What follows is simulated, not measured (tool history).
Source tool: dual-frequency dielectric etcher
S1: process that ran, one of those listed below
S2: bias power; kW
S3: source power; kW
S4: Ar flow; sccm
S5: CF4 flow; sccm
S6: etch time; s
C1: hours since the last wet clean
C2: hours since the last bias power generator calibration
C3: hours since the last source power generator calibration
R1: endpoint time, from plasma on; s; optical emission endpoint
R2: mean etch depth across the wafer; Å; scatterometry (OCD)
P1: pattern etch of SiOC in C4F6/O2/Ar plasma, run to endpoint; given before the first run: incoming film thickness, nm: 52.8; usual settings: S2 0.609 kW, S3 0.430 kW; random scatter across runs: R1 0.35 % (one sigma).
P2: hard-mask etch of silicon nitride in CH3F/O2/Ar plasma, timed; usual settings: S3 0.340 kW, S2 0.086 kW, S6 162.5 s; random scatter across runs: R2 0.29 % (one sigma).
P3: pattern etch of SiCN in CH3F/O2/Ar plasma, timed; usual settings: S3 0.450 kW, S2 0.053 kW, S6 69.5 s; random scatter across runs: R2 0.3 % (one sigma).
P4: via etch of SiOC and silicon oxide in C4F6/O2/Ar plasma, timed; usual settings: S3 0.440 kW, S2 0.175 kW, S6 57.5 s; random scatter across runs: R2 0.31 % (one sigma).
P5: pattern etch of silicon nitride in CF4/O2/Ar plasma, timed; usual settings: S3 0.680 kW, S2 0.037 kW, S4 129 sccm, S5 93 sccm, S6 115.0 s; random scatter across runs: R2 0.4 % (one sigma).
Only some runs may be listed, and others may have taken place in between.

run,hour,S1,S2,S3,S4,S5,S6,C1,C2,C3,R1,R2
1,8.3,P1,0.609,0.430,,,,318.6,1514.0,3160.7,16.444,
2,22.7,P5,0.037,0.400,129,93,115.0,333.0,1528.4,3175.1,,1523.90
3,40.7,P2,0.086,0.340,,,206.5,351.0,1546.4,3193.1,,1459.70
4,59.1,P5,0.045,0.680,129,93,115.0,369.4,1564.8,3211.5,,2609.30
5,70.3,P1,0.845,0.430,,,,380.6,1576.0,3222.7,14.446,
6,83.0,P1,0.609,0.610,,,,393.3,1588.7,3235.4,14.444,
7,91.1,P1,0.609,0.430,,,,401.4,1596.8,3243.5,16.400,
8,104.3,P1,0.609,0.430,,,,414.6,1610.0,3256.7,16.371,
# hour 109.0: source power generator calibrated
9,121.6,P1,0.609,0.310,,,,431.9,1627.3,12.6,18.557,
10,140.0,P4,0.175,0.440,,,79.5,450.3,1645.7,31.0,,884.40
11,155.0,P3,0.053,0.450,,,51.5,465.3,1660.7,46.0,,176.03
12,164.7,P2,0.086,0.340,,,162.5,475.0,1670.4,55.7,,1150.80
13,173.0,P3,0.053,0.450,,,69.5,483.3,1678.7,64.0,,237.63
14,182.6,P5,0.037,0.680,129,93,163.5,492.9,1688.3,73.6,,3484.90
15,197.6,P4,0.175,0.300,,,57.5,507.9,1703.3,88.6,,549.01
16,212.5,P4,0.175,0.440,,,57.5,522.8,1718.2,103.5,,639.25
17,220.9,P5,0.037,0.680,129,93,115.0,531.2,1726.6,111.9,,2439.70
18,232.9,P1,0.609,0.430,,,,543.2,1738.6,123.9,16.457,
19,249.6,P1,0.732,0.280,,,,559.9,1755.3,140.6,17.875,
20,261.3,P3,0.053,0.450,,,69.5,571.6,1767.0,152.3,,238.47
21,270.5,P4,0.112,0.440,,,57.5,580.8,1776.2,161.5,,559.35
22,287.8,P1,0.609,0.430,,,,598.1,1793.5,178.8,16.344,
23,299.2,P2,0.086,0.400,,,162.5,609.5,1804.9,190.2,,1226.00
24,308.2,P3,0.053,0.540,,,69.5,618.5,1813.9,199.2,,255.71
25,323.8,P1,0.442,0.430,,,,634.1,1829.5,214.8,18.439,
# hour 337.5: bias power generator calibrated
26,341.1,P1,0.609,0.430,,,,651.4,3.6,232.1,16.446,
27,354.7,P5,0.037,0.680,129,62,115.0,665.0,17.2,245.7,,2256.50
28,368.2,P5,0.037,0.680,84,93,115.0,678.5,30.7,259.2,,2599.10
29,384.6,P3,0.036,0.450,,,69.5,694.9,47.1,275.6,,212.80
30,398.5,P5,0.037,0.680,129,93,115.0,708.8,61.0,289.5,,2441.10
31,413.9,P4,0.175,0.440,,,57.5,724.2,76.4,304.9,,637.16
32,425.5,P1,0.761,0.260,,,,735.8,88.0,316.5,18.133,
33,435.2,P2,0.068,0.340,,,162.5,745.5,97.7,326.2,,1062.40
34,452.3,P1,0.609,0.430,,,,762.6,114.8,343.3,16.359,
35,464.7,P1,0.609,0.430,,,,775.0,127.2,355.7,16.319,
36,474.9,P1,0.609,0.430,,,,785.2,137.4,365.9,16.238,
# hour 484.5: wet clean of the chamber
37,486.3,P1,0.609,0.430,,,,1.9,148.8,377.3,16.168,
38,505.0,P1,0.609,0.430,,,,20.6,167.5,396.0,16.110,
39,515.5,P1,0.609,0.430,,,,31.1,178.0,406.5,16.241,
40,530.7,P1,0.609,0.430,,,,46.3,193.2,421.7,16.145,

P1 has crept away from where it was. The log is fitted equally well by each of these 2 causes, at the sizes shown:
A: source power that arrives over what is set, % = 4.93
B: bias power that arrives over what is set, % = 4.7
The drift started at roughly hour 452.3.
The rest of the possible causes, and what rules out each one:
chamber walls in a state that raises the etch rate, %: work on it at hour 484.5, done after the drift set in, did not restore what the process gave before

Consider the 4 check runs below, whose results appear as question marks and each of which averages 2 wafers. Which one distinguishes the causes, in that each cause would give it a clearly different result?
check 1,545.9,P5,0.037,0.680,129,93,115.0,,,,,?
check 2,545.9,P2,0.086,0.340,,,162.5,,,,,?
check 3,545.9,P4,0.175,0.440,,,57.5,,,,,?
check 4,545.9,P3,0.053,0.450,,,69.5,,,,,?

Check results expected under each cause:
check,result,if A,if B
check 1,R2,2540.90,2476.40
check 2,R2,1171.90,1170.30
check 3,R2,649.75,647.12
check 4,R2,242.76,241.91
Gap, in per cent, between the two causes that each check separates least, read from the result that separates them most: check 1 2.57 %; check 2 0.14 %; check 3 0.41 %; check 4 0.35 %
The other checks would show nearly matching results whichever cause is true, so check 1 is the only one that separates the causes.

The results of check 1 are: R2 2471.90 Å. Based on these, which of the listed causes is it?

The correct cause is B, namely: bias power that arrives over what is set, %.
